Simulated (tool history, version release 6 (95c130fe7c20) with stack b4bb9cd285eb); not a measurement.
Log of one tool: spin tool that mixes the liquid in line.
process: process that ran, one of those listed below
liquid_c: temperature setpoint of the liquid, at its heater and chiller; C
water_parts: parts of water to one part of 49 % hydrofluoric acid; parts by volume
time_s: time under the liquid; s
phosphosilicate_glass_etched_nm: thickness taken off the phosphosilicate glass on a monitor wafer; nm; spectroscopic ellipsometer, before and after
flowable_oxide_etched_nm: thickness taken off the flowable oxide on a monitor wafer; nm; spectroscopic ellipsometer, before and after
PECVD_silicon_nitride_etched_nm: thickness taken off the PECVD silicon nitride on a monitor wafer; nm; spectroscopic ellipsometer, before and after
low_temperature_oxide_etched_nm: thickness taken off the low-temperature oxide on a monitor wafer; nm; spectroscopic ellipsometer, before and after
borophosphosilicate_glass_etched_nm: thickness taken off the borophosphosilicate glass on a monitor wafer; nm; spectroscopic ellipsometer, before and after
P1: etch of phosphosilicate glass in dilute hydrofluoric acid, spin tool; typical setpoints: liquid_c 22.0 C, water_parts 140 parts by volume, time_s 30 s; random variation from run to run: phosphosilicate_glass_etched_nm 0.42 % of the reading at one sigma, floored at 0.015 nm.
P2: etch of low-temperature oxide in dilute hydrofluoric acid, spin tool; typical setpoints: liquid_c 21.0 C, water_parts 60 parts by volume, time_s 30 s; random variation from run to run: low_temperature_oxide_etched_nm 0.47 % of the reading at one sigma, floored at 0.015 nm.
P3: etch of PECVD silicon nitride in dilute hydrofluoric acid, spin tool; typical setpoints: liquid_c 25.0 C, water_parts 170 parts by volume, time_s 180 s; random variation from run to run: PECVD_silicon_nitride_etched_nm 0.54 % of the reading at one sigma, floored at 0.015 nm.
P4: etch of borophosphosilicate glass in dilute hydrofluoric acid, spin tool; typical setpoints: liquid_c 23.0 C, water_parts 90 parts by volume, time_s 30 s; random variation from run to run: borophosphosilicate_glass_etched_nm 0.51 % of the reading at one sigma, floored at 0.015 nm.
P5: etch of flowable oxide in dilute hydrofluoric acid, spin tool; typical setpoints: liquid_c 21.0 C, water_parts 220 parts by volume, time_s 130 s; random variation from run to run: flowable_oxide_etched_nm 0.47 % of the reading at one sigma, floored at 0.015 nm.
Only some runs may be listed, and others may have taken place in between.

run,day,process,liquid_c,water_parts,time_s,phosphosilicate_glass_etched_nm,flowable_oxide_etched_nm,PECVD_silicon_nitride_etched_nm,low_temperature_oxide_etched_nm,borophosphosilicate_glass_etched_nm
1,0.417,P1,22.0,140,30,20.5990,,,,
2,0.683,P5,28.0,220,130,,18.7290,,,
3,1.146,P3,25.0,170,180,,,4.0739,,
4,1.625,P5,21.0,220,130,,14.4830,,,
5,2.100,P2,27.0,60,30,,,,10.9420,
6,2.492,P1,22.0,140,30,20.7300,,,,
7,2.971,P1,22.0,140,30,20.6120,,,,
8,3.246,P5,21.0,220,25,,2.7458,,,
9,3.529,P2,21.0,60,30,,,,8.5155,
10,3.854,P1,22.0,40,55,149.0200,,,,
11,4.225,P1,17.0,140,30,16.8930,,,,
12,4.496,P2,21.0,20,30,,,,26.8690,
13,4.792,P1,22.0,225,30,11.7170,,,,
14,5.042,P2,21.0,60,15,,,,4.2961,
15,5.517,P5,21.0,130,130,,26.6600,,,
16,5.796,P1,22.0,140,15,10.2350,,,,
17,6.112,P1,18.5,30,30,93.7150,,,,
18,6.492,P3,25.0,170,320,,,7.3578,,
19,6.862,P1,27.5,140,30,25.2960,,,,
20,7.125,P4,23.0,90,30,,,,,16.038
21,7.567,P1,22.0,235,15,5.5497,,,,
22,7.904,P4,23.0,90,30,,,,,16.103
23,8.388,P4,23.0,20,30,,,,,78.378
24,8.683,P1,22.0,140,30,20.6370,,,,
25,8.992,P4,17.0,90,30,,,,,12.521

The next listed run, before its measurement:
26,9.283,P1,22.0,60,30,?,,,,

{"run 26": {"phosphosilicate_glass_etched_nm": 53.232}}
